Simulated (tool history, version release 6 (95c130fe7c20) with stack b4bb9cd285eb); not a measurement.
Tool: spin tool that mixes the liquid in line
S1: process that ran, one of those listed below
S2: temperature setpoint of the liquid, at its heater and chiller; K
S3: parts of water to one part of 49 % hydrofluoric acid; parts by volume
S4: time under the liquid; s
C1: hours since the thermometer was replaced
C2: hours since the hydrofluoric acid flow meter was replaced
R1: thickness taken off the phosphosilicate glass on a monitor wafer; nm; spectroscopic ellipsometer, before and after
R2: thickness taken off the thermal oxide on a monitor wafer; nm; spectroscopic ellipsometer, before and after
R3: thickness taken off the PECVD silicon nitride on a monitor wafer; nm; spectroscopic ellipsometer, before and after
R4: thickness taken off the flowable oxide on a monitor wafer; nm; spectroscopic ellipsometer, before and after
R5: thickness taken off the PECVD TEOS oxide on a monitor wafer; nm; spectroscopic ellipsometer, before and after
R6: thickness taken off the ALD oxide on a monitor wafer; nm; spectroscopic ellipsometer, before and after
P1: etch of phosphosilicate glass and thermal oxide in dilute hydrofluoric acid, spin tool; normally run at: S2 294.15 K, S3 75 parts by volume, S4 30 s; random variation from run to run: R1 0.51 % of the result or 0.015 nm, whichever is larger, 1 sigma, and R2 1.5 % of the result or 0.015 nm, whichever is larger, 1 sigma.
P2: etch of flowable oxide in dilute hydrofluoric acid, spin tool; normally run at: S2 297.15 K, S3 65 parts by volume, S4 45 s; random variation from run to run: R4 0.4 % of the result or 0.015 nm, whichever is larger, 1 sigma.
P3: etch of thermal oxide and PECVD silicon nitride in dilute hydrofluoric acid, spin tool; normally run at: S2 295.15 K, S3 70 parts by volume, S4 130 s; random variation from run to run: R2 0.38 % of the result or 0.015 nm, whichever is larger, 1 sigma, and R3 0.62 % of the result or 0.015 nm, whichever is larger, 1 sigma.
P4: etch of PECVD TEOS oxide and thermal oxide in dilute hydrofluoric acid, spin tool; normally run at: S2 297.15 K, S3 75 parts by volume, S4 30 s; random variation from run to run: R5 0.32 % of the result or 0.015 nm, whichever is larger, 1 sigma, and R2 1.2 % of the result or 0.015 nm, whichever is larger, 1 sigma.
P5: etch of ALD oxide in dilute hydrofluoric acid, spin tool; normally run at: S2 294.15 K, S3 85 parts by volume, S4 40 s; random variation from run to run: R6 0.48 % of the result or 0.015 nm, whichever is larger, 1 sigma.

| run | day | S1 | S2 | S3 | S4 | C1 | C2 | R1 | R2 | R3 | R4 | R5 | R6 |
|---|---|---|---|---|---|---|---|---|---|---|---|---|---|
| 1 | 0.488 | P1 | 294.15 | 75 | 30 | 363.2 | 84.4 | 26.603 | 1.71300 |  |  |  |  |
| 2 | 0.750 | P1 | 294.15 | 75 | 30 | 369.5 | 90.7 | 26.477 | 1.69150 |  |  |  |  |
| 3 | 1.096 | P3 | 295.15 | 70 | 130 | 377.8 | 99.0 |  | 8.36180 | 3.23640 |  |  |  |
| 4 | 1.538 | P2 | 297.15 | 65 | 80 | 388.4 | 109.6 |  |  |  | 47.019 |  |  |
| 5 | 1.796 | P2 | 301.65 | 65 | 45 | 394.6 | 115.8 |  |  |  | 31.199 |  |  |
| 6 | 2.321 | P4 | 297.15 | 75 | 50 | 407.2 | 128.4 |  | 3.31160 |  |  | 20.1980 |  |
| 7 | 2.625 | P4 | 290.65 | 75 | 30 | 414.5 | 135.7 |  | 1.53910 |  |  | 9.2592 |  |
| 8 | 2.921 | P3 | 295.15 | 100 | 130 | 421.6 | 142.8 |  | 5.61950 | 2.21380 |  |  |  |
| 9 | 3.200 | P1 | 301.15 | 75 | 30 | 428.3 | 149.5 | 35.139 | 2.25500 |  |  |  |  |
| 10 | 3.483 | P1 | 294.15 | 75 | 30 | 435.1 | 156.3 | 26.655 | 1.72720 |  |  |  |  |
| 11 | 3.833 | P3 | 300.65 | 70 | 130 | 443.5 | 164.7 |  | 10.49600 | 4.58480 |  |  |  |
| 12 | 4.354 | P1 | 294.15 | 40 | 30 | 456.0 | 177.2 | 51.598 | 3.37750 |  |  |  |  |
| 13 | 4.792 | P2 | 297.15 | 110 | 45 | 466.5 | 187.7 |  |  |  | 14.711 |  |  |
| 14 | 5.246 | P1 | 294.15 | 75 | 30 | 477.4 | 198.6 | 26.344 | 1.73610 |  |  |  |  |
| 15 | 5.650 | P1 | 294.15 | 75 | 15 | 487.1 | 208.3 | 13.367 | 0.82794 |  |  |  |  |
| 16 | 6.146 | P1 | 299.65 | 130 | 30 | 499.0 | 220.2 | 17.860 | 1.16560 |  |  |  |  |
| 17 | 6.379 | P1 | 300.15 | 105 | 30 | 504.6 | 225.8 | 23.380 | 1.49720 |  |  |  |  |
| 18 | 6.654 | P3 | 295.15 | 70 | 25 | 511.2 | 232.4 |  | 1.61620 | 0.61487 |  |  |  |
| 19 | 7.054 | P1 | 294.15 | 75 | 55 | 520.8 | 242.0 | 48.312 | 3.16710 |  |  |  |  |
| 20 | 7.379 | P5 | 294.15 | 85 | 40 | 528.6 | 249.8 |  |  |  |  |  | 12.110 |
| 21 | 7.904 | P1 | 294.15 | 75 | 30 | 541.2 | 262.4 | 26.299 | 1.73340 |  |  |  |  |
| 22 | 8.200 | P4 | 297.15 | 25 | 30 | 548.3 | 269.5 |  | 6.57380 |  |  | 38.7140 |  |
| 23 | 8.592 | P3 | 295.15 | 70 | 130 | 557.7 | 278.9 |  | 8.35690 | 3.19510 |  |  |  |
| 24 | 9.029 | P4 | 297.15 | 75 | 30 | 568.2 | 289.4 |  | 2.00590 |  |  | 12.0850 |  |
| 25 | 9.533 | P2 | 297.15 | 65 | 45 | 580.3 | 301.5 |  |  |  | 26.443 |  |  |
| 26 | 9.938 | P1 | 290.15 | 75 | 30 | 590.0 | 311.2 | 22.306 | 1.52510 |  |  |  |  |
| 27 | 10.425 | P5 | 294.15 | 85 | 80 | 601.7 | 322.9 |  |  |  |  |  | 24.244 |
| 28 | 10.742 | P5 | 294.15 | 35 | 40 | 609.3 | 330.5 |  |  |  |  |  | 31.544 |
| 29 | 11.254 | P4 | 297.15 | 75 | 30 | 621.6 | 342.8 |  | 2.00450 |  |  | 12.1560 |  |
| 30 | 11.533 | P1 | 294.15 | 115 | 30 | 628.3 | 349.5 | 16.641 | 1.05750 |  |  |  |  |
| 31 | 11.833 | P5 | 300.65 | 85 | 40 | 635.5 | 356.7 |  |  |  |  |  | 15.624 |
| 32 | 12.167 | P1 | 294.15 | 75 | 30 | 643.5 | 364.7 | 26.567 | 1.66880 |  |  |  |  |
| 33 | 12.454 | P1 | 294.15 | 75 | 30 | 650.4 | 371.6 | 26.650 | 1.71460 |  |  |  |  |
| 34 | 12.825 | P1 | 294.15 | 75 | 30 | 659.3 | 380.5 | 27.795 | 1.76310 |  |  |  |  |
| 35 | 13.258 | P1 | 294.15 | 75 | 30 | 669.7 | 390.9 | 28.503 | 1.83580 |  |  |  |  |
| 36 | 13.742 | P1 | 294.15 | 75 | 30 | 681.3 | 402.5 | 28.912 | 1.80740 |  |  |  |  |
| 37 | 14.167 | P1 | 294.15 | 75 | 30 | 691.5 | 412.7 | 28.945 | 1.87990 |  |  |  |  |
| 38 | 14.442 | P1 | 294.15 | 75 | 30 | 698.1 | 419.3 | 29.156 | 1.85450 |  |  |  |  |
| 39 | 14.712 | P1 | 294.15 | 75 | 30 | 704.6 | 425.8 | 28.848 | 1.89020 |  |  |  |  |
| 40 | 15.067 | P1 | 294.15 | 75 | 30 | 713.1 | 434.3 | 28.768 | 1.93560 |  |  |  |  |

What P1 gives has crept away from where it was. These 2 causes fit the log equally well, each at the size given:
A: liquid hotter than its thermometer reads (K) = 2.24
B: hydrofluoric acid flow above the setpoint (%) = 8.8
The creep began at about day 12.454.

4 check runs are offered, one wafer each, their results left as question marks. Which one tells the causes apart?
| check 1 | 15.421 | P5 | 294.15 | 85 | 40 |  |  |  |  |  |  |  | ? |
| check 2 | 15.421 | P2 | 297.15 | 65 | 45 |  |  |  |  |  | ? |  |  |
| check 3 | 15.421 | P4 | 297.15 | 75 | 30 |  |  |  | ? |  |  | ? |  |
| check 4 | 15.421 | P3 | 295.15 | 70 | 130 |  |  |  | ? | ? |  |  |  |

What each check would give under each cause:
| check | result | if A | if B |
|---|---|---|---|
| check 1 | R6 | 13.326 | 13.344 |
| check 2 | R4 | 28.739 | 28.767 |
| check 3 | R2 | 2.19710 | 2.20290 |
| check 3 | R5 | 13.2070 | 13.2420 |
| check 4 | R2 | 9.16990 | 9.16870 |
| check 4 | R3 | 3.72030 | 3.47530 |
How far apart the two closest causes lie, in the result that separates them most: check 1 0.13 %; check 2 0.1 %; check 3 0.26 %; check 4 6.81 %
Check 4 tells the causes apart: in the others they would give nearly the same result.

Check 4 was then run and gave: R2 9.20100 nm; R3 3.45620 nm. Which cause is it?

It is B: hydrofluoric acid flow above the setpoint (%).
